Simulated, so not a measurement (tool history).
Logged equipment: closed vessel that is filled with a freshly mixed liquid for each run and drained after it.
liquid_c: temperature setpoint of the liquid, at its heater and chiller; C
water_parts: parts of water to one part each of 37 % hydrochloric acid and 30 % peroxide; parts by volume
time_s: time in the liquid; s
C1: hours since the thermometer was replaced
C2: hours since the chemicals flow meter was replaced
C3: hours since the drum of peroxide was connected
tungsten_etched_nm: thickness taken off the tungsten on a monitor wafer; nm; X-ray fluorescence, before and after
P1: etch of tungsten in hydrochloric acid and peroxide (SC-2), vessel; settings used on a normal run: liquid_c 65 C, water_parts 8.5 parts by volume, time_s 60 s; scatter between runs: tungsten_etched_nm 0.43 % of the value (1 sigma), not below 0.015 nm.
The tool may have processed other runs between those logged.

Run 1, hour 6.6: liquid_c 65 C, water_parts 8.5 parts by volume, time_s 60 s; C1 2059; C2 932.6; C3 389.7. Result: tungsten_etched_nm 37.189 nm.
Run 2, hour 14: liquid_c 65 C, water_parts 15 parts by volume, time_s 60 s; C1 2066.4; C2 940; C3 397.1. Result: tungsten_etched_nm 22.954 nm.
Run 3, hour 20.5: liquid_c 65 C, water_parts 8.5 parts by volume, time_s 30 s; C1 2072.9; C2 946.5; C3 403.6. Result: tungsten_etched_nm 18.489 nm.
Run 4, hour 24.4: liquid_c 65 C, water_parts 8.5 parts by volume, time_s 60 s; C1 2076.8; C2 950.4; C3 407.5. Result: tungsten_etched_nm 36.984 nm.
Run 5, hour 31.9: liquid_c 51 C, water_parts 8.5 parts by volume, time_s 60 s; C1 2084.3; C2 957.9; C3 415. Result: tungsten_etched_nm 15.237 nm.
Run 6, hour 39.3: liquid_c 72 C, water_parts 13.5 parts by volume, time_s 60 s; C1 2091.7; C2 965.3; C3 422.4. Result: tungsten_etched_nm 38.305 nm.
Run 7, hour 46.4: liquid_c 65 C, water_parts 8.5 parts by volume, time_s 100 s; C1 2098.8; C2 972.4; C3 429.5. Result: tungsten_etched_nm 61.47 nm.
Run 8, hour 50.7: liquid_c 65 C, water_parts 8.5 parts by volume, time_s 60 s; C1 2103.1; C2 976.7; C3 433.8. Result: tungsten_etched_nm 37.171 nm.
Run 9, hour 58.8: liquid_c 65 C, water_parts 8.5 parts by volume, time_s 60 s; C1 2111.2; C2 984.8; C3 441.9. Result: tungsten_etched_nm 37.156 nm.
Run 10, hour 67.6: liquid_c 65 C, water_parts 8.5 parts by volume, time_s 60 s; C1 2120; C2 993.6; C3 450.7. Result: tungsten_etched_nm 37.227 nm.
Run 11, hour 76.2: liquid_c 72 C, water_parts 8.5 parts by volume, time_s 60 s; C1 2128.6; C2 1002.2; C3 459.3. Result: tungsten_etched_nm 56.428 nm.
Run 12, hour 82.9: liquid_c 65 C, water_parts 4 parts by volume, time_s 60 s; C1 2135.3; C2 1008.9; C3 466. Result: tungsten_etched_nm 64.905 nm.
Run 13, hour 91.8: liquid_c 65 C, water_parts 8.5 parts by volume, time_s 60 s; C1 2144.2; C2 1017.8; C3 474.9. Result: tungsten_etched_nm 36.885 nm.
Run 14, hour 97.9: liquid_c 65 C, water_parts 8.5 parts by volume, time_s 60 s; C1 2150.3; C2 1023.9; C3 481. Result: tungsten_etched_nm 37.221 nm.
Run 15, hour 103.5: liquid_c 65 C, water_parts 8.5 parts by volume, time_s 60 s; C1 2155.9; C2 1029.5; C3 486.6. Result: tungsten_etched_nm 36.079 nm.
Run 16, hour 111.5: liquid_c 65 C, water_parts 8.5 parts by volume, time_s 60 s; C1 2163.9; C2 1037.5; C3 494.6. Result: tungsten_etched_nm 34.755 nm.
Run 17, hour 119.9: liquid_c 65 C, water_parts 8.5 parts by volume, time_s 60 s; C1 2172.3; C2 1045.9; C3 503. Result: tungsten_etched_nm 34.443 nm.
Run 18, hour 128.6: liquid_c 65 C, water_parts 8.5 parts by volume, time_s 60 s; C1 2181; C2 1054.6; C3 511.7. Result: tungsten_etched_nm 34.273 nm.
At hour 131.7: new drum of peroxide connected.
Run 19, hour 133.2: liquid_c 65 C, water_parts 8.5 parts by volume, time_s 60 s; C1 2185.6; C2 1059.2; C3 1.6. Result: tungsten_etched_nm 33.883 nm.
Run 20, hour 139.3: liquid_c 65 C, water_parts 8.5 parts by volume, time_s 60 s; C1 2191.7; C2 1065.3; C3 7.7. Result: tungsten_etched_nm 33.802 nm.
Run 21, hour 145.5: liquid_c 65 C, water_parts 8.5 parts by volume, time_s 60 s; C1 2197.9; C2 1071.5; C3 13.9. Result: tungsten_etched_nm 34.167 nm.
Run 22, hour 149.4: liquid_c 65 C, water_parts 8.5 parts by volume, time_s 60 s; C1 2201.8; C2 1075.4; C3 17.8. Result: tungsten_etched_nm 33.897 nm.

What P1 gives has crept away from where it was. These 2 causes fit the log equally well, each at the size given:
A: liquid colder than its thermometer reads (K) = 1.49
B: chemicals flow below the setpoint (%) = 10.5
At approximately hour 97.9, the process output began to creep.
Ruled out, with reasons:
peroxide weaker than its label (%): its service at hour 131.7 followed the start of the drift and did not put the process back to its old value

Each of the check runs listed below is run on 2 wafers and reports their average, with the results left as question marks. Pick the one under which the possible causes would lead to clearly different results.
Run check 1, hour 153.3: liquid_c 54.5 C, water_parts 4 parts by volume, time_s 60 s. Result: tungsten_etched_nm ?.
Run check 2, hour 153.3: liquid_c 65 C, water_parts 11 parts by volume, time_s 60 s. Result: tungsten_etched_nm ?.
Run check 3, hour 153.3: liquid_c 54.5 C, water_parts 14.5 parts by volume, time_s 60 s. Result: tungsten_etched_nm ?.
Run check 4, hour 153.3: liquid_c 57 C, water_parts 8.5 parts by volume, time_s 85 s. Result: tungsten_etched_nm ?.

If the cause were each of the candidates in turn, the checks would give the following:
  check              result    if A    if B
check 1  tungsten_etched_nm  30.491  31.163
check 2  tungsten_etched_nm  27.386  27.289
check 3  tungsten_etched_nm  11.088  11.076
check 4  tungsten_etched_nm  29.035  29.178
Gap, in per cent, between the two causes that each check separates least, read from the result that separates them most: check 1 2.18 %; check 2 0.36 %; check 3 0.1 %; check 4 0.49 %
Check 1 distinguishes between the causes, while the remaining checks would return nearly the same result for all of them.

Then check 1 was run and gave: tungsten_etched_nm 30.33 nm. Which cause is it?

The correct cause is A, namely: liquid colder than its thermometer reads (K).
